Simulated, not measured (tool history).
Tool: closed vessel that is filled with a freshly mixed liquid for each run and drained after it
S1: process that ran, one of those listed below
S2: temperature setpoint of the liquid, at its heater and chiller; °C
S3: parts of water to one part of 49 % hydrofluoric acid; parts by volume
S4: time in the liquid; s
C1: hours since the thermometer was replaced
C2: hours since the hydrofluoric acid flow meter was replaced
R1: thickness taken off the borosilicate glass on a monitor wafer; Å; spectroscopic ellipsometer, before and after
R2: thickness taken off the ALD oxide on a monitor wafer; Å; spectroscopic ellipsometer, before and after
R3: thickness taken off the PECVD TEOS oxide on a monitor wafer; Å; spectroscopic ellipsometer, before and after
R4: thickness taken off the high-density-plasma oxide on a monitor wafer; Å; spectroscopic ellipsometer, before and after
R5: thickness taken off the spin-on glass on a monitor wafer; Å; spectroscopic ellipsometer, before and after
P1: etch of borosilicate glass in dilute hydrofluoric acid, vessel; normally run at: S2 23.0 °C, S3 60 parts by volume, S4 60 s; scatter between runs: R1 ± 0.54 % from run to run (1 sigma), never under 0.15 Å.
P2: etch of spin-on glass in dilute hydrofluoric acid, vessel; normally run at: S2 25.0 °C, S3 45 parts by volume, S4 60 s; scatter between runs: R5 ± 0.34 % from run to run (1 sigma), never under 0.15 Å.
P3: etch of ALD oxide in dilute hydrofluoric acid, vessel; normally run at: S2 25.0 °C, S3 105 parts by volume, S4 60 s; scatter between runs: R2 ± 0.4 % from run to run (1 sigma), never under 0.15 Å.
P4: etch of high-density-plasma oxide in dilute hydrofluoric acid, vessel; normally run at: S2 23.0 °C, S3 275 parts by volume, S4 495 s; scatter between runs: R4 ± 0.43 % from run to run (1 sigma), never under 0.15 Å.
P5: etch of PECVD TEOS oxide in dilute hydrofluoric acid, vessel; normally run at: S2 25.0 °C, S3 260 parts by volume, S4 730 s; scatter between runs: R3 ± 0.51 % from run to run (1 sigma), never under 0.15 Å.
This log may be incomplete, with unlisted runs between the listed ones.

{"run": 1, "hour": 6.1, "S1": "P1", "S2": 23.0, "S3": 60, "S4": 60, "C1": 835.5, "C2": 291.9, "R1": 241.0}
{"run": 2, "hour": 11.9, "S1": "P1", "S2": 28.0, "S3": 60, "S4": 60, "C1": 841.3, "C2": 297.7, "R1": 294.3}
{"run": 3, "hour": 18.1, "S1": "P1", "S2": 23.0, "S3": 60, "S4": 30, "C1": 847.5, "C2": 303.9, "R1": 121.05}
{"run": 4, "hour": 24.3, "S1": "P3", "S2": 25.0, "S3": 105, "S4": 60, "C1": 853.7, "C2": 310.1, "R2": 144.47}
{"run": 5, "hour": 27.0, "S1": "P5", "S2": 25.0, "S3": 435, "S4": 730, "C1": 856.4, "C2": 312.8, "R3": 124.0}
{"run": 6, "hour": 31.9, "S1": "P1", "S2": 23.0, "S3": 25, "S4": 60, "C1": 861.3, "C2": 317.7, "R1": 604.89}
{"run": 7, "hour": 36.1, "S1": "P3", "S2": 25.0, "S3": 105, "S4": 60, "C1": 865.5, "C2": 321.9, "R2": 145.12}
{"run": 8, "hour": 39.7, "S1": "P4", "S2": 23.0, "S3": 275, "S4": 835, "C1": 869.1, "C2": 325.5, "R4": 126.15}
{"run": 9, "hour": 46.0, "S1": "P4", "S2": 23.0, "S3": 275, "S4": 495, "C1": 875.4, "C2": 331.8, "R4": 74.036}
{"run": 10, "hour": 51.5, "S1": "P3", "S2": 30.0, "S3": 105, "S4": 60, "C1": 880.9, "C2": 337.3, "R2": 175.31}
{"run": 11, "hour": 57.5, "S1": "P2", "S2": 29.5, "S3": 45, "S4": 60, "C1": 886.9, "C2": 343.3, "R5": 1111.5}
{"run": 12, "hour": 60.3, "S1": "P5", "S2": 20.5, "S3": 260, "S4": 730, "C1": 889.7, "C2": 346.1, "R3": 209.09}
{"run": 13, "hour": 65.8, "S1": "P3", "S2": 25.0, "S3": 105, "S4": 100, "C1": 895.2, "C2": 351.6, "R2": 241.68}
{"run": 14, "hour": 70.3, "S1": "P4", "S2": 23.0, "S3": 55, "S4": 495, "C1": 899.7, "C2": 356.1, "R4": 473.24}
{"run": 15, "hour": 75.2, "S1": "P2", "S2": 25.0, "S3": 45, "S4": 60, "C1": 904.6, "C2": 361.0, "R5": 930.9}
{"run": 16, "hour": 80.1, "S1": "P5", "S2": 25.0, "S3": 260, "S4": 730, "C1": 909.5, "C2": 365.9, "R3": 242.45}
{"run": 17, "hour": 84.4, "S1": "P1", "S2": 17.0, "S3": 60, "S4": 60, "C1": 913.8, "C2": 370.2, "R1": 187.15}
{"run": 18, "hour": 90.5, "S1": "P2", "S2": 25.0, "S3": 45, "S4": 105, "C1": 919.9, "C2": 376.3, "R5": 1622.4}
{"run": 19, "hour": 94.7, "S1": "P1", "S2": 23.0, "S3": 60, "S4": 60, "C1": 924.1, "C2": 380.5, "R1": 239.7}
{"run": 20, "hour": 98.1, "S1": "P1", "S2": 23.0, "S3": 20, "S4": 115, "C1": 927.5, "C2": 383.9, "R1": 1450.1}
{"run": 21, "hour": 102.6, "S1": "P5", "S2": 25.0, "S3": 260, "S4": 1300, "C1": 932.0, "C2": 388.4, "R3": 434.7}
{"run": 22, "hour": 105.9, "S1": "P1", "S2": 23.0, "S3": 60, "S4": 105, "C1": 935.3, "C2": 391.7, "R1": 418.17}

Run 23 comes next. What will it give?
{"run": 23, "hour": 110.3, "S1": "P1", "S2": 23.0, "S3": 60, "S4": 60, "C1": 939.7, "C2": 396.1, "R1": "?"}

Run 23 gave R1 243.17 Å.

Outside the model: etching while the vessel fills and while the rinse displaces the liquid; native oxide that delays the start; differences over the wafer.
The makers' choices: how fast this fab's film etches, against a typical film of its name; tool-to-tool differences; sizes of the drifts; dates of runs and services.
